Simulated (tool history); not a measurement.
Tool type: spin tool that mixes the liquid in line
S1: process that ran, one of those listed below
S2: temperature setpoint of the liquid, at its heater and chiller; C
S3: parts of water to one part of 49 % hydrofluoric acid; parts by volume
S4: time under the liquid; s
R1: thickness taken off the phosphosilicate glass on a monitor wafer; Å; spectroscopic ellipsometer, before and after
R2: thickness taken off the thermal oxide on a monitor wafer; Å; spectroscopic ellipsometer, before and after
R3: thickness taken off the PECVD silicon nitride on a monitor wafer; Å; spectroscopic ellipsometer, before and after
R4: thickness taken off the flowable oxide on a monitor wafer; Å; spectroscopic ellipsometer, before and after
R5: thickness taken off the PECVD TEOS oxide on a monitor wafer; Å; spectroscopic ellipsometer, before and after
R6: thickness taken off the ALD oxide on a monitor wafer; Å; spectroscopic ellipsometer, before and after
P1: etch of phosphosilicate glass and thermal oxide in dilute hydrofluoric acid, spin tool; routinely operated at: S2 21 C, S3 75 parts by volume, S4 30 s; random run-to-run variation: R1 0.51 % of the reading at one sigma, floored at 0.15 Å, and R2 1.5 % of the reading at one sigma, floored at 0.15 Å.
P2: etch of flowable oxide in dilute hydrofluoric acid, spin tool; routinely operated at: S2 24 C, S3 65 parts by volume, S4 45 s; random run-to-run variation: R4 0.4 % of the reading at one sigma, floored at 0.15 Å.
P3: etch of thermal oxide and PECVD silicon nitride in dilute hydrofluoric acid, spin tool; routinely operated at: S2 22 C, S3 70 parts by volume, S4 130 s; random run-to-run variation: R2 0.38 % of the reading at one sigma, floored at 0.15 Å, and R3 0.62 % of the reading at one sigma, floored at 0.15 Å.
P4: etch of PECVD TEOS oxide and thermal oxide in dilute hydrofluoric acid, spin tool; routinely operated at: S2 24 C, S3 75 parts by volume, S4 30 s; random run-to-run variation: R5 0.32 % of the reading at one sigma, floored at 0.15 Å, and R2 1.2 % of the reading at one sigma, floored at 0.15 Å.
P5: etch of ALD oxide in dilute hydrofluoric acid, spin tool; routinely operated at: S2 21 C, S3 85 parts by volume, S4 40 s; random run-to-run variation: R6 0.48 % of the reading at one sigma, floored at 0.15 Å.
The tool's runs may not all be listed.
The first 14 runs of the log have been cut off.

run 15 hour=135.6 | S1=P1 S2=21 S3=75 S4=15 | R1=133.67 R2=8.2794
run 16 hour=147.5 | S1=P1 S2=26.5 S3=130 S4=30 | R1=178.6 R2=11.656
run 17 hour=153.1 | S1=P1 S2=27 S3=105 S4=30 | R1=233.8 R2=14.972
run 18 hour=159.7 | S1=P3 S2=22 S3=70 S4=25 | R2=16.162 R3=6.1487
run 19 hour=169.3 | S1=P1 S2=21 S3=75 S4=55 | R1=483.12 R2=31.671
run 20 hour=177.1 | S1=P5 S2=21 S3=85 S4=40 | R6=121.1
run 21 hour=189.7 | S1=P1 S2=21 S3=75 S4=30 | R1=262.99 R2=17.334
run 22 hour=196.8 | S1=P4 S2=24 S3=25 S4=30 | R2=65.738 R5=387.14
run 23 hour=206.2 | S1=P3 S2=22 S3=70 S4=130 | R2=83.569 R3=31.951
run 24 hour=216.7 | S1=P4 S2=24 S3=75 S4=30 | R2=20.059 R5=120.85
run 25 hour=228.8 | S1=P2 S2=24 S3=65 S4=45 | R4=264.43
run 26 hour=238.5 | S1=P1 S2=17 S3=75 S4=30 | R1=223.06 R2=15.251
run 27 hour=250.2 | S1=P5 S2=21 S3=85 S4=80 | R6=242.44
run 28 hour=257.8 | S1=P5 S2=21 S3=35 S4=40 | R6=315.44
run 29 hour=270.1 | S1=P4 S2=24 S3=75 S4=30 | R2=20.045 R5=121.56
run 30 hour=276.8 | S1=P1 S2=21 S3=115 S4=30 | R1=166.41 R2=10.575
run 31 hour=284 | S1=P5 S2=27.5 S3=85 S4=40 | R6=156.24
run 32 hour=292 | S1=P1 S2=21 S3=75 S4=30 | R1=265.67 R2=16.688
run 33 hour=298.9 | S1=P1 S2=21 S3=75 S4=30 | R1=266.5 R2=17.146

Run 34 is up next; what results do you expect?
run 34 hour=307.8 | S1=P1 S2=21 S3=75 S4=30 | R1=? R2=?

For run 34 the tool returned R1 277.95 Å, R2 17.631 Å.
